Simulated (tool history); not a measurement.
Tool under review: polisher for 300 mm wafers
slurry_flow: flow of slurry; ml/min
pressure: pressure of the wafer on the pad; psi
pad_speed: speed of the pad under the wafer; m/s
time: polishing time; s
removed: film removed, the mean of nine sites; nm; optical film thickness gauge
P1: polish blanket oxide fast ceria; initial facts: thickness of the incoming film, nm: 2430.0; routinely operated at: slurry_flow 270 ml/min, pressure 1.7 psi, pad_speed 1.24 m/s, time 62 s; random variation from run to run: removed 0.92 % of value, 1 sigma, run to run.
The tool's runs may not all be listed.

run	hour	slurry_flow	pressure	pad_speed	time	wafers polished on this pad	hours since the slurry nozzle was cleaned	hours since the head pressure was calibrated	removed
1	9.3	270	1.7	1.24	62	578	254.2	500.3	614.74
# hour 15.5: slurry nozzle cleaned
2	16.1	350	1.7	1.24	91	647	0.6	507.1	916.76
3	22.5	160	1.7	1.24	62	711	7	513.5	580.4
4	28.1	270	1.7	1.92	62	767	12.6	519.1	962.88
5	36.4	270	1.7	1.24	62	850	20.9	527.4	613.9
6	45.4	270	1.7	1.24	62	940	29.9	536.4	609.79
7	55	270	1.7	1.24	62	1036	39.5	546	615.73
8	60.2	270	1.7	0.86	62	1088	44.7	551.2	428.58
9	67	270	2.3	1.24	62	1156	51.5	558	831.35
10	73.1	270	1.7	1.24	40	1217	57.6	564.1	396.25
11	82.6	270	1.7	1.24	62	1312	67.1	573.6	611.9
12	90.4	270	1.7	1.24	62	1390	74.9	581.4	610.7
13	101.1	270	1.7	1.24	85	1497	85.6	592.1	852.26
14	107.9	270	1.7	0.6	79	1565	92.4	598.9	374.63
# hour 115.8: head pressure recalibrated
15	117.8	360	1.7	1.24	62	1664	102.3	2	633.61
16	125.3	270	1.1	1.24	62	1739	109.8	9.5	400.68
17	133.2	270	1.7	1.24	62	1819	117.7	17.4	613.61
18	143.3	270	1.7	1.24	62	1920	127.8	27.5	609.86
19	152.6	270	1.7	1.24	62	2013	137.1	36.8	601.61
20	161.8	270	1.7	1.24	62	2105	146.3	46	588.98
21	172.4	270	1.7	1.24	62	2211	156.9	56.6	587.77

Run 22, settings as shown, results not yet in. Your forecast:
22	177.8	270	1.7	1.24	62	2265	162.3	62	?

Logged for run 22: removed 580.07 nm.

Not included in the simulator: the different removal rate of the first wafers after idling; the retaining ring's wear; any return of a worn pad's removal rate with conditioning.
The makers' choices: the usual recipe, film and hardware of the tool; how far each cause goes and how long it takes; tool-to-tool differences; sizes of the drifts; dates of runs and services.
